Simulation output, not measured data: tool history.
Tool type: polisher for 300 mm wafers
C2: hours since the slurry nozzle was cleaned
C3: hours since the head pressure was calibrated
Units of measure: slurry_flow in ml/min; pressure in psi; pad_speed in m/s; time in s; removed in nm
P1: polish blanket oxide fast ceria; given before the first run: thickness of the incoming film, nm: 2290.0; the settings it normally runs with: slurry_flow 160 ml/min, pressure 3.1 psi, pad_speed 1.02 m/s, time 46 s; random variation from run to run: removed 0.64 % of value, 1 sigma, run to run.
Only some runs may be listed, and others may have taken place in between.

{"run": 1, "hour": 6.4, "slurry_flow": 160, "pressure": 3.1, "pad_speed": 1.02, "time": 46, "wafers polished on this pad": 554, "C2": 408.6, "C3": 268.8, "removed": 779.3}
{"run": 2, "hour": 18.5, "slurry_flow": 160, "pressure": 3.1, "pad_speed": 1.02, "time": 33, "wafers polished on this pad": 763, "C2": 420.7, "C3": 280.9, "removed": 559.28}
{"run": 3, "hour": 25.9, "slurry_flow": 160, "pressure": 4.9, "pad_speed": 1.02, "time": 46, "wafers polished on this pad": 891, "C2": 428.1, "C3": 288.3, "removed": 1240.9}
{"run": 4, "hour": 37.6, "slurry_flow": 95, "pressure": 3.1, "pad_speed": 1.02, "time": 46, "wafers polished on this pad": 1093, "C2": 439.8, "C3": 300, "removed": 710.68}
{"run": 5, "hour": 44.3, "slurry_flow": 160, "pressure": 3.1, "pad_speed": 0.52, "time": 46, "wafers polished on this pad": 1208, "C2": 446.5, "C3": 306.7, "removed": 399.51}
{"run": 6, "hour": 56.3, "slurry_flow": 160, "pressure": 3.1, "pad_speed": 1.58, "time": 46, "wafers polished on this pad": 1416, "C2": 458.5, "C3": 318.7, "removed": 1215.9}
{"run": 7, "hour": 65.4, "slurry_flow": 205, "pressure": 3.1, "pad_speed": 1.02, "time": 46, "wafers polished on this pad": 1573, "C2": 467.6, "C3": 327.8, "removed": 816.69}
{"run": 8, "hour": 75.9, "slurry_flow": 160, "pressure": 3.1, "pad_speed": 1.02, "time": 46, "wafers polished on this pad": 1754, "C2": 478.1, "C3": 338.3, "removed": 788.99}
{"run": 9, "hour": 88.0, "slurry_flow": 160, "pressure": 3.1, "pad_speed": 1.02, "time": 72, "wafers polished on this pad": 1963, "C2": 490.2, "C3": 350.4, "removed": 1231.9}
{"run": 10, "hour": 96.9, "slurry_flow": 160, "pressure": 3.1, "pad_speed": 1.02, "time": 46, "wafers polished on this pad": 2116, "C2": 499.1, "C3": 359.3, "removed": 791.47}
{"run": 11, "hour": 107.4, "slurry_flow": 160, "pressure": 3.1, "pad_speed": 1.5, "time": 26, "wafers polished on this pad": 2297, "C2": 509.6, "C3": 369.8, "removed": 642.59}
{"run": 12, "hour": 119.7, "slurry_flow": 240, "pressure": 3.1, "pad_speed": 1.02, "time": 24, "wafers polished on this pad": 2510, "C2": 521.9, "C3": 382.1, "removed": 430.72}
{"run": 13, "hour": 129.7, "slurry_flow": 160, "pressure": 3.1, "pad_speed": 1.02, "time": 46, "wafers polished on this pad": 2682, "C2": 531.9, "C3": 392.1, "removed": 777.9}
{"run": 14, "hour": 136.9, "slurry_flow": 160, "pressure": 3.1, "pad_speed": 1.02, "time": 46, "wafers polished on this pad": 2806, "C2": 539.1, "C3": 399.3, "removed": 786.79}
{"run": 15, "hour": 147.5, "slurry_flow": 160, "pressure": 1.7, "pad_speed": 1.02, "time": 46, "wafers polished on this pad": 2989, "C2": 549.7, "C3": 409.9, "removed": 429.13}
{"run": 16, "hour": 160.7, "slurry_flow": 160, "pressure": 3.1, "pad_speed": 1.02, "time": 46, "wafers polished on this pad": 3217, "C2": 562.9, "C3": 423.1, "removed": 775.38}
{"run": 17, "hour": 173.8, "slurry_flow": 160, "pressure": 3.1, "pad_speed": 1.02, "time": 46, "wafers polished on this pad": 3443, "C2": 576, "C3": 436.2, "removed": 788.17}
{"run": 18, "hour": 183.2, "slurry_flow": 160, "pressure": 3.1, "pad_speed": 1.02, "time": 46, "wafers polished on this pad": 3605, "C2": 585.4, "C3": 445.6, "removed": 750.18}
{"run": 19, "hour": 190.4, "slurry_flow": 160, "pressure": 3.1, "pad_speed": 1.02, "time": 46, "wafers polished on this pad": 3729, "C2": 592.6, "C3": 452.8, "removed": 745.88}
{"run": 20, "hour": 201.3, "slurry_flow": 160, "pressure": 3.1, "pad_speed": 1.02, "time": 46, "wafers polished on this pad": 3918, "C2": 603.5, "C3": 463.7, "removed": 730.56}
{"hour": 203.3, "done": "worn pad replaced by a new one"}
{"run": 21, "hour": 211.2, "slurry_flow": 160, "pressure": 3.1, "pad_speed": 1.02, "time": 46, "wafers polished on this pad": 136, "C2": 613.4, "C3": 473.6, "removed": 725.56}
{"run": 22, "hour": 217.4, "slurry_flow": 160, "pressure": 3.1, "pad_speed": 1.02, "time": 46, "wafers polished on this pad": 243, "C2": 619.6, "C3": 479.8, "removed": 725.84}
{"run": 23, "hour": 224.1, "slurry_flow": 160, "pressure": 3.1, "pad_speed": 1.02, "time": 46, "wafers polished on this pad": 359, "C2": 626.3, "C3": 486.5, "removed": 726.1}
{"run": 24, "hour": 232.0, "slurry_flow": 160, "pressure": 3.1, "pad_speed": 1.02, "time": 46, "wafers polished on this pad": 495, "C2": 634.2, "C3": 494.4, "removed": 722.76}

Compared with where it was, what P1 gives has crept away. Each cause listed below fits the log as well as the rest, at the size given for it:
A: slurry flow missing at the pad, % = 33
B: head's pressure below its setpoint, % = 7.49
At approximately hour 173.8, the process output began to creep.
Why every other cause is out:
removal rate lost through wear of the pad, %: serviced after onset, at hour 203.3, with no recovery of the prior output

Which of the 4 check runs listed below, each an average over 5 wafers with its results shown as question marks, gives clearly different results under the different listed causes?
{"run": "check 1", "hour": 239.9, "slurry_flow": 120, "pressure": 3.1, "pad_speed": 1.02, "time": 46, "removed": "?"}
{"run": "check 2", "hour": 239.9, "slurry_flow": 160, "pressure": 3.1, "pad_speed": 1.28, "time": 46, "removed": "?"}
{"run": "check 3", "hour": 239.9, "slurry_flow": 160, "pressure": 3.8, "pad_speed": 1.02, "time": 46, "removed": "?"}
{"run": "check 4", "hour": 239.9, "slurry_flow": 160, "pressure": 3.1, "pad_speed": 0.82, "time": 46, "removed": "?"}

Predicted outcomes, by check and by cause:
check=check_1 result=removed if_A=672.09 if_B=687.74
check=check_2 result=removed if_A=909.98 if_B=910.1
check=check_3 result=removed if_A=888.89 if_B=889
check=check_4 result=removed if_A=582.96 if_B=583.03
Per-check spread between the two closest causes, in the result where they differ most: check 1 2.3 %; check 2 0.01 %; check 3 0.01 %; check 4 0.01 %
Only in check 1 would the causes give clearly different results; in the remaining checks their results would be nearly the same.

Check 1 was then run and gave: removed 685.84 nm. Which cause is it?

It was cause B: head's pressure below its setpoint, %.

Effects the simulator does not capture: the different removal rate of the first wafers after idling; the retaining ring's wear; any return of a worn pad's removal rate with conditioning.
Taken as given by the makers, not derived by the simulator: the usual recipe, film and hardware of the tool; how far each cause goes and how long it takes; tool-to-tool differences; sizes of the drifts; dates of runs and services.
